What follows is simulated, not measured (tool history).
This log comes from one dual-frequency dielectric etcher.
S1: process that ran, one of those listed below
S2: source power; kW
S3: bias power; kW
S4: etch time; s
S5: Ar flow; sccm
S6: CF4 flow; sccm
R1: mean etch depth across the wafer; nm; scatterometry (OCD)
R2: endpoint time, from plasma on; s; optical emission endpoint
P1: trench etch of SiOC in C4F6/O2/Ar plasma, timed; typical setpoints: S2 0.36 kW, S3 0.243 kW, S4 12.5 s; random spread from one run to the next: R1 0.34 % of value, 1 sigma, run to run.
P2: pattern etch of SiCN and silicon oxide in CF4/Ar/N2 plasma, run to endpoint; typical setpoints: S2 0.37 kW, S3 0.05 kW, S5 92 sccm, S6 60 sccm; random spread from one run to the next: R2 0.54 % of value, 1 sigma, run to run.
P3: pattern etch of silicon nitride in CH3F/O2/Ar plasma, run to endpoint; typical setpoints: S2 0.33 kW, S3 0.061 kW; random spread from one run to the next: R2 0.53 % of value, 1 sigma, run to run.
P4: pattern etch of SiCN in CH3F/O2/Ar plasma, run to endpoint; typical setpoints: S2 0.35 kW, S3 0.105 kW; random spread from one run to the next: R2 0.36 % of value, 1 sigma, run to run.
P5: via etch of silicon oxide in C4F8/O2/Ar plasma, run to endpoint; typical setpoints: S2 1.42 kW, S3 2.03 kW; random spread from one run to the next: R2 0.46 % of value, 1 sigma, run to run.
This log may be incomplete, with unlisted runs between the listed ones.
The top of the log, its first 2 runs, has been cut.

run	hour	S1	S2	S3	S4	S5	S6	R1	R2
3	12.5	P2	0.37	0.05		110	60		14.341
4	17	P5	1.14	2.03					273.76
5	22.8	P3	0.33	0.086					34.421
6	28.9	P3	0.33	0.061					38.933
7	32.7	P1	0.36	0.243	12.5			26.732	
8	37.4	P5	1.42	1.337					282.81
9	40.8	P1	0.27	0.243	12.5			23.851	
# hour 42.8: bias power generator calibrated
10	45.1	P1	0.36	0.243	12.5			26.661	
11	50.9	P1	0.36	0.19	9			17.666	
12	54.5	P4	0.35	0.105					16.644
13	58.2	P2	0.37	0.05		92	60		13.872
14	61.5	P1	0.36	0.243	12.5			26.669	
15	66.2	P1	0.36	0.243	15.5			33.052	
16	71.5	P1	0.5	0.243	12.5			30.242	
17	75.5	P2	0.37	0.035		92	60		15.328
18	79.3	P1	0.36	0.243	7			14.903	
19	82.7	P4	0.35	0.135					15.084
20	85.4	P4	0.49	0.105					14.682
21	90.7	P1	0.36	0.302	12.5			28.75	

The next listed run, before its measurement:
22	96.2	P1	0.36	0.194	12.5			?	

Run 22 measured R1 24.819 nm.
